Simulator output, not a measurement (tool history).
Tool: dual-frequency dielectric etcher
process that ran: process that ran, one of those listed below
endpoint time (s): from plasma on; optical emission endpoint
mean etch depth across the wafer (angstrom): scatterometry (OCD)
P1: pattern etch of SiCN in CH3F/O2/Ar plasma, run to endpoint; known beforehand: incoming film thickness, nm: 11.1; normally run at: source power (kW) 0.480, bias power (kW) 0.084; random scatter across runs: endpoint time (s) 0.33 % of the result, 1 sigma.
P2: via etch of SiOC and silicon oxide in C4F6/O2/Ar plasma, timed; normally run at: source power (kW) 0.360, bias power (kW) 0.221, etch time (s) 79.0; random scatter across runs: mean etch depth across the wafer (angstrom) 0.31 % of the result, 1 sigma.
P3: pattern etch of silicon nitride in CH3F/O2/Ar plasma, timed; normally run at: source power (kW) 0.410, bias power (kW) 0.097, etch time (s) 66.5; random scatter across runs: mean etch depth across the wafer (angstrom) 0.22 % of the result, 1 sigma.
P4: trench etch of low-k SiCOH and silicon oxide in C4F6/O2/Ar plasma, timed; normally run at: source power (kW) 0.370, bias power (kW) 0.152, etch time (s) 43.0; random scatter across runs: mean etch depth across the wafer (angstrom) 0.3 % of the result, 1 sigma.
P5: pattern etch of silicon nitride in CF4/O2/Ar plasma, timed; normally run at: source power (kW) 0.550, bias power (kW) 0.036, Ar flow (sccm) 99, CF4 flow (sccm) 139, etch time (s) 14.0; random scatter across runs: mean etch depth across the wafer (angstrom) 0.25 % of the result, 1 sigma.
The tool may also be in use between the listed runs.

| run | day | process that ran | source power (kW) | bias power (kW) | Ar flow (sccm) | CF4 flow (sccm) | etch time (s) | hours since the last wet clean | hours since the last source power generator calibration | hours since the last bias power generator calibration | endpoint time (s) | mean etch depth across the wafer (angstrom) |
|---|---|---|---|---|---|---|---|---|---|---|---|---|
| 1 | 0.338 | P1 | 0.480 | 0.084 |  |  |  | 221.1 | 649.3 | 2024.3 | 26.248 |  |
| 2 | 0.596 | P5 | 0.550 | 0.021 | 99 | 139 | 14.0 | 227.3 | 655.5 | 2030.5 |  | 233.06 |
| 3 | 0.933 | P5 | 0.550 | 0.036 | 99 | 139 | 14.0 | 235.4 | 663.6 | 2038.6 |  | 273.51 |
| 4 | 1.279 | P1 | 0.600 | 0.084 |  |  |  | 243.7 | 671.9 | 2046.9 | 24.106 |  |
| 5 | 1.762 | P1 | 0.480 | 0.084 |  |  |  | 255.3 | 683.5 | 2058.5 | 26.076 |  |
| 6 | 2.188 | P4 | 0.370 | 0.213 |  |  | 43.0 | 265.5 | 693.7 | 2068.7 |  | 1411.10 |
| 7 | 2.546 | P3 | 0.410 | 0.134 |  |  | 66.5 | 274.1 | 702.3 | 2077.3 |  | 585.17 |
| 8 | 2.896 | P1 | 0.480 | 0.050 |  |  |  | 282.5 | 710.7 | 2085.7 | 31.335 |  |
| 9 | 3.204 | P5 | 0.650 | 0.036 | 99 | 139 | 14.0 | 289.9 | 718.1 | 2093.1 |  | 318.80 |
|  | 3.446 | source power generator calibrated |
| 10 | 3.542 | P5 | 0.550 | 0.036 | 99 | 139 | 19.0 | 298.0 | 2.3 | 2101.2 |  | 371.01 |
| 11 | 3.833 | P4 | 0.370 | 0.152 |  |  | 43.0 | 305.0 | 9.3 | 2108.2 |  | 1267.00 |
| 12 | 4.254 | P3 | 0.410 | 0.097 |  |  | 66.5 | 315.1 | 19.4 | 2118.3 |  | 519.11 |
| 13 | 4.683 | P2 | 0.220 | 0.221 |  |  | 79.0 | 325.4 | 29.7 | 2128.6 |  | 749.77 |
| 14 | 5.133 | P1 | 0.480 | 0.106 |  |  |  | 336.2 | 40.5 | 2139.4 | 24.089 |  |
| 15 | 5.371 | P1 | 0.670 | 0.051 |  |  |  | 341.9 | 46.2 | 2145.1 | 27.131 |  |
| 16 | 5.742 | P5 | 0.550 | 0.036 | 99 | 197 | 14.0 | 350.8 | 55.1 | 2154.0 |  | 285.35 |
| 17 | 6.108 | P2 | 0.360 | 0.221 |  |  | 79.0 | 359.6 | 63.9 | 2162.8 |  | 895.18 |
| 18 | 6.400 | P1 | 0.480 | 0.084 |  |  |  | 366.6 | 70.9 | 2169.8 | 26.353 |  |
| 19 | 6.854 | P1 | 0.480 | 0.084 |  |  |  | 377.5 | 81.8 | 2180.7 | 26.131 |  |
| 20 | 7.212 | P1 | 0.300 | 0.084 |  |  |  | 386.1 | 90.4 | 2189.3 | 31.166 |  |
| 21 | 7.700 | P2 | 0.360 | 0.221 |  |  | 79.0 | 397.8 | 102.1 | 2201.0 |  | 897.72 |
| 22 | 7.925 | P1 | 0.480 | 0.084 |  |  |  | 403.2 | 107.5 | 2206.4 | 26.290 |  |
| 23 | 8.388 | P5 | 0.550 | 0.036 | 99 | 139 | 14.0 | 414.3 | 118.6 | 2217.5 |  | 273.50 |
| 24 | 8.750 | P3 | 0.410 | 0.097 |  |  | 91.0 | 423.0 | 127.3 | 2226.2 |  | 707.82 |
| 25 | 8.988 | P4 | 0.370 | 0.152 |  |  | 43.0 | 428.7 | 133.0 | 2231.9 |  | 1266.60 |
| 26 | 9.275 | P4 | 0.370 | 0.152 |  |  | 62.5 | 435.6 | 139.9 | 2238.8 |  | 1837.40 |
| 27 | 9.504 | P3 | 0.260 | 0.097 |  |  | 66.5 | 441.1 | 145.4 | 2244.3 |  | 436.18 |
| 28 | 9.850 | P2 | 0.360 | 0.221 |  |  | 54.5 | 449.4 | 153.7 | 2252.6 |  | 621.20 |
| 29 | 10.288 | P4 | 0.470 | 0.152 |  |  | 43.0 | 459.9 | 164.2 | 2263.1 |  | 1391.80 |
| 30 | 10.758 | P5 | 0.550 | 0.036 | 129 | 139 | 14.0 | 471.2 | 175.5 | 2274.4 |  | 266.64 |
| 31 | 11.000 | P2 | 0.360 | 0.173 |  |  | 79.0 | 477.0 | 181.3 | 2280.2 |  | 828.62 |
| 32 | 11.333 | P1 | 0.480 | 0.084 |  |  |  | 485.0 | 189.3 | 2288.2 | 26.242 |  |
| 33 | 11.817 | P1 | 0.480 | 0.084 |  |  |  | 496.6 | 200.9 | 2299.8 | 26.320 |  |
| 34 | 12.179 | P1 | 0.480 | 0.084 |  |  |  | 505.3 | 209.6 | 2308.5 | 26.039 |  |
| 35 | 12.438 | P1 | 0.480 | 0.084 |  |  |  | 511.5 | 215.8 | 2314.7 | 25.959 |  |
| 36 | 12.883 | P1 | 0.480 | 0.084 |  |  |  | 522.2 | 226.5 | 2325.4 | 26.046 |  |
| 37 | 13.133 | P1 | 0.480 | 0.084 |  |  |  | 528.2 | 232.5 | 2331.4 | 25.924 |  |
|  | 13.175 | wet clean of the chamber |
| 38 | 13.475 | P1 | 0.480 | 0.084 |  |  |  | 7.3 | 240.7 | 2339.6 | 25.944 |  |
| 39 | 13.788 | P1 | 0.480 | 0.084 |  |  |  | 14.8 | 248.2 | 2347.1 | 25.727 |  |
| 40 | 14.050 | P1 | 0.480 | 0.084 |  |  |  | 21.1 | 254.5 | 2353.4 | 25.958 |  |
| 41 | 14.279 | P1 | 0.480 | 0.084 |  |  |  | 26.6 | 260.0 | 2358.9 | 25.773 |  |
| 42 | 14.621 | P1 | 0.480 | 0.084 |  |  |  | 34.8 | 268.2 | 2367.1 | 25.963 |  |

P1 no longer gives what it gave before; its output has crept away from where it was. The following 2 causes, each at its listed size, fit the log equally well:
A: source power that arrives over what is set, % = 4.56
B: bias power that arrives over what is set, % = 4.72
The onset of the drift is placed at about day 11.817.
Ruled out, with reasons:
chamber walls in a state that raises the etch rate, %: serviced at day 13.175, which brought nothing back

Below are 4 check runs, each on a single wafer, with their results shown as question marks. Which of them would tell the listed causes apart, meaning the causes would give clearly different results under it?
| check 1 | 14.962 | P3 | 0.290 | 0.134 |  |  | 66.5 |  |  |  |  | ? |
| check 2 | 14.962 | P2 | 0.220 | 0.221 |  |  | 56.5 |  |  |  |  | ? |
| check 3 | 14.962 | P4 | 0.370 | 0.204 |  |  | 62.0 |  |  |  |  | ? |
| check 4 | 14.962 | P5 | 0.550 | 0.036 | 99 | 193 | 14.0 |  |  |  |  | ? |

Expected result of each check under each candidate cause:
| check | result | if A | if B |
|---|---|---|---|
| check 1 | mean etch depth across the wafer (angstrom) | 523.78 | 524.78 |
| check 2 | mean etch depth across the wafer (angstrom) | 542.91 | 542.51 |
| check 3 | mean etch depth across the wafer (angstrom) | 2040.10 | 2035.80 |
| check 4 | mean etch depth across the wafer (angstrom) | 296.19 | 288.89 |
Per check, the gap between the least separated pair of causes, taken in the result that splits them most: check 1 0.19 %; check 2 0.07 %; check 3 0.21 %; check 4 2.5 %
Only in check 4 would the causes give clearly different results; in the remaining checks their results would be nearly the same.

The results of check 4 are: mean etch depth across the wafer (angstrom) 295.41. Based on these, which of the listed causes is it?

It was cause A: source power that arrives over what is set, %.
